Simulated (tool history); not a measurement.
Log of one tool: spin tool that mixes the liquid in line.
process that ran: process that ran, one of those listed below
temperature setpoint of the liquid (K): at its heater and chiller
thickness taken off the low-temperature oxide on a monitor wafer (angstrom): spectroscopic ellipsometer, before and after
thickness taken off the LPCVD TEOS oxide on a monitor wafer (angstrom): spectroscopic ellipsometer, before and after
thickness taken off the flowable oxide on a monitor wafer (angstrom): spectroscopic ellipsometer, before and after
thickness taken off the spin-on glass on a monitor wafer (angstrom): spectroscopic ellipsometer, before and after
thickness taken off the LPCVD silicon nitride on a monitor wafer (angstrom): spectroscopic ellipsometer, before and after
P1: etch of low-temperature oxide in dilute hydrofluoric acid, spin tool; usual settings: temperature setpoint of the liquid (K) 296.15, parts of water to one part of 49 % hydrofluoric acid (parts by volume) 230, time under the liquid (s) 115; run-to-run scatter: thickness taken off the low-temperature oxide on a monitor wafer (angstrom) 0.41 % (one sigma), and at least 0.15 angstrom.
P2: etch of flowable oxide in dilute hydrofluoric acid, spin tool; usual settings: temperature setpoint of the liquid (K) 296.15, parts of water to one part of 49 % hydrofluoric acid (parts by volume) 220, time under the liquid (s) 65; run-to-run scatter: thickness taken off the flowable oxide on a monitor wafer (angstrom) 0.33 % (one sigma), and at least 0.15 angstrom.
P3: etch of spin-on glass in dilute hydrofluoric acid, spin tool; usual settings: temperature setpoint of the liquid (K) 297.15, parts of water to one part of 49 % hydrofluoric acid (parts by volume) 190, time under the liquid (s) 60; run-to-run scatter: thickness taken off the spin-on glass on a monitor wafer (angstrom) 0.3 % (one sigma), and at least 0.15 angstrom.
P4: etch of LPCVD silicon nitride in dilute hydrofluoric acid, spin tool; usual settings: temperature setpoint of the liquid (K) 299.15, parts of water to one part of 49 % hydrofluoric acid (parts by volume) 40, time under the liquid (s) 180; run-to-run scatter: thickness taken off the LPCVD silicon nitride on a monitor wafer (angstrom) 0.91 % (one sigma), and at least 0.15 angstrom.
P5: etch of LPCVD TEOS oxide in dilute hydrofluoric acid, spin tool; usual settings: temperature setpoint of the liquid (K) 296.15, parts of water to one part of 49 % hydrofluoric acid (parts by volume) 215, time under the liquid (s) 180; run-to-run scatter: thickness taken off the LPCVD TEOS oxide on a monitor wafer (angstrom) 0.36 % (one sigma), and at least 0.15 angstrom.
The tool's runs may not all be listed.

run   hour  process that ran  temperature setpoint of the liquid (K)  parts of water to one part of 49 % hydrofluoric acid (parts by volume)  time under the liquid (s)  hours since the thermometer was replaced  hours since the hydrofluoric acid flow meter was replaced  thickness taken off the low-temperature oxide on a monitor wafer (angstrom)  thickness taken off the LPCVD TEOS oxide on a monitor wafer (angstrom)  thickness taken off the flowable oxide on a monitor wafer (angstrom)  thickness taken off the spin-on glass on a monitor wafer (angstrom)  thickness taken off the LPCVD silicon nitride on a monitor wafer (angstrom)
  1   11.5                P1                                  296.15                                                                     230                        115                                     187.6                                                      325.3                                                                      112.240
  2   23.9                P5                                  296.15                                                                     215                        300                                     200.0                                                      337.7                                                                                                                                               350.88
  3   30.1                P2                                  296.15                                                                     220                        125                                     206.2                                                      343.9                                                                                                                                                                                                                    124.830
  4   40.9                P1                                  296.15                                                                     230                        115                                     217.0                                                      354.7                                                                      113.630
  5   52.5                P1                                  296.15                                                                     345                        115                                     228.6                                                      366.3                                                                       67.296
  6   58.9                P1                                  303.65                                                                     230                        190                                     235.0                                                      372.7                                                                      240.610
  7   71.6                P3                                  305.15                                                                     190                         60                                     247.7                                                      385.4                                                                                                                                                                                                                                                                                         215.850
  8   81.7                P1                                  290.65                                                                     230                        115                                     257.8                                                      395.5                                                                       91.657
  9   88.7                P4                                  307.15                                                                      40                        180                                     264.8                                                      402.5                                                                                                                                                                                                                                                                                                                                                                       45.818
      97.4  -- hydrofluoric acid flow meter replaced
 10  101.5                P1                                  302.15                                                                     230                        115                                     277.6                                                        4.2                                                                      138.720
 11  108.0                P5                                  296.15                                                                     215                        180                                     284.1                                                       10.7                                                                                                                                               211.76
 12  122.2                P4                                  299.15                                                                      40                        180                                     298.3                                                       24.9                                                                                                                                                                                                                                                                                                                                                                       26.629
 13  134.6                P2                                  301.65                                                                     220                         65                                     310.7                                                       37.3                                                                                                                                                                                                                     78.526
 14  142.5                P1                                  296.15                                                                     230                        200                                     318.6                                                       45.2                                                                      196.170
 15  153.0                P2                                  296.15                                                                     395                         65                                     329.1                                                       55.7                                                                                                                                                                                                                     30.189
 16  159.5                P3                                  297.15                                                                     190                         15                                     335.6                                                       62.2                                                                                                                                                                                                                                                                                          40.809
 17  166.6                P5                                  303.65                                                                     215                        180                                     342.7                                                       69.3                                                                                                                                               275.22
 18  172.8                P1                                  296.15                                                                     230                        115                                     348.9                                                       75.5                                                                      113.080
 19  180.1                P5                                  296.15                                                                     365                        180                                     356.2                                                       82.8                                                                                                                                               107.56
 20  187.9                P1                                  296.15                                                                     230                        115                                     364.0                                                       90.6                                                                      113.900
 21  197.3                P4                                  299.15                                                                      20                        180                                     373.4                                                      100.0                                                                                                                                                                                                                                                                                                                                                                       53.261
 22  208.3                P1                                  296.15                                                                     110                        115                                     384.4                                                      111.0                                                                      269.860

Run 23 comes next. What will it give?
 23  221.2                P1                                  296.15                                                                     230                         50                                     397.3                                                      123.9                                                                            ?

{"run 23": {"thickness taken off the low-temperature oxide on a monitor wafer (angstrom)": 49.011}}
